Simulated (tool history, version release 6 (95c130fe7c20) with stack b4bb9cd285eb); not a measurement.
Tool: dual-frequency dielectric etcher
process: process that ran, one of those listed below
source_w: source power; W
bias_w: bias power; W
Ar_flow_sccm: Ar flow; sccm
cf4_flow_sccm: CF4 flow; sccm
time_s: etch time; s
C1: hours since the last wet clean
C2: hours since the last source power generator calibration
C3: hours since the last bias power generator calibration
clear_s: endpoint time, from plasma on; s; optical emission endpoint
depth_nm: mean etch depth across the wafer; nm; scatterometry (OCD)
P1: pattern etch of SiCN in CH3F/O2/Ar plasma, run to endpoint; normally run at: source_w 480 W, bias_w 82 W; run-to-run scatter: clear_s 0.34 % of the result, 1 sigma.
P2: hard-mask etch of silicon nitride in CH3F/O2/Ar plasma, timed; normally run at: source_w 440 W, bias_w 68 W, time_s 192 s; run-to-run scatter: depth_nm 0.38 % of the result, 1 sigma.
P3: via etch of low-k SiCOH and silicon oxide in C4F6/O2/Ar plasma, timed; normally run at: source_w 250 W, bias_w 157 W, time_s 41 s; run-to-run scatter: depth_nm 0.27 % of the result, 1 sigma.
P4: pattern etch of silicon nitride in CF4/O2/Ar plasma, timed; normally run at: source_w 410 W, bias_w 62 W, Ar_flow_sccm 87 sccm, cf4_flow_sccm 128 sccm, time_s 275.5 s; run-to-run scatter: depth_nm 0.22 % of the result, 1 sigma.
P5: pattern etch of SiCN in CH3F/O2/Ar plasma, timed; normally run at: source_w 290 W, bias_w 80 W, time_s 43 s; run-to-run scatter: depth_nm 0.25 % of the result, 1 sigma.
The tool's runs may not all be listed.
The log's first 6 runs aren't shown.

Run 7, hour 47.7: process P1, source_w 570 W, bias_w 82 W; C1 127.4; C2 2127.6; C3 1273.1. Result: clear_s 21.084 s.
Run 8, hour 53.4: process P3, source_w 250 W, bias_w 157 W, time_s 41 s; C1 133.1; C2 2133.3; C3 1278.8. Result: depth_nm 74.674 nm.
Run 9, hour 59.1: process P1, source_w 480 W, bias_w 82 W; C1 138.8; C2 2139; C3 1284.5. Result: clear_s 22.465 s.
Run 10, hour 66.6: process P2, source_w 440 W, bias_w 83 W, time_s 192 s; C1 146.3; C2 2146.5; C3 1292. Result: depth_nm 150.91 nm.
Run 11, hour 72.9: process P1, source_w 480 W, bias_w 82 W; C1 152.6; C2 2152.8; C3 1298.3. Result: clear_s 22.55 s.
Run 12, hour 80.6: process P2, source_w 440 W, bias_w 68 W, time_s 106 s; C1 160.3; C2 2160.5; C3 1306. Result: depth_nm 77.465 nm.
At hour 87.1: source power generator calibrated.
Run 13, hour 87.6: process P4, source_w 410 W, bias_w 62 W, Ar_flow_sccm 104 sccm, cf4_flow_sccm 128 sccm, time_s 275.5 s; C1 167.3; C2 0.6; C3 1313. Result: depth_nm 489.74 nm.
Run 14, hour 95.7: process P1, source_w 640 W, bias_w 97 W; C1 175.4; C2 8.7; C3 1321.1. Result: clear_s 19.006 s.
Run 15, hour 101.1: process P4, source_w 490 W, bias_w 62 W, Ar_flow_sccm 87 sccm, cf4_flow_sccm 128 sccm, time_s 275.5 s; C1 180.8; C2 14.1; C3 1326.5. Result: depth_nm 581.72 nm.
Run 16, hour 105.5: process P4, source_w 410 W, bias_w 79 W, Ar_flow_sccm 87 sccm, cf4_flow_sccm 128 sccm, time_s 275.5 s; C1 185.2; C2 18.5; C3 1330.9. Result: depth_nm 547.08 nm.
Run 17, hour 112.5: process P5, source_w 290 W, bias_w 80 W, time_s 43 s; C1 192.2; C2 25.5; C3 1337.9. Result: depth_nm 14.901 nm.
Run 18, hour 119.2: process P2, source_w 550 W, bias_w 68 W, time_s 192 s; C1 198.9; C2 32.2; C3 1344.6. Result: depth_nm 152.52 nm.
Run 19, hour 123.6: process P1, source_w 480 W, bias_w 66 W; C1 203.3; C2 36.6; C3 1349. Result: clear_s 24.26 s.
Run 20, hour 128.2: process P1, source_w 340 W, bias_w 82 W; C1 207.9; C2 41.2; C3 1353.6. Result: clear_s 25.669 s.

The next listed run, before its measurement:
Run 21, hour 134.7: process P3, source_w 200 W, bias_w 157 W, time_s 41 s; C1 214.4; C2 47.7; C3 1360.1. Result: depth_nm ?.

{"run 21": {"depth_nm": 68.526}}
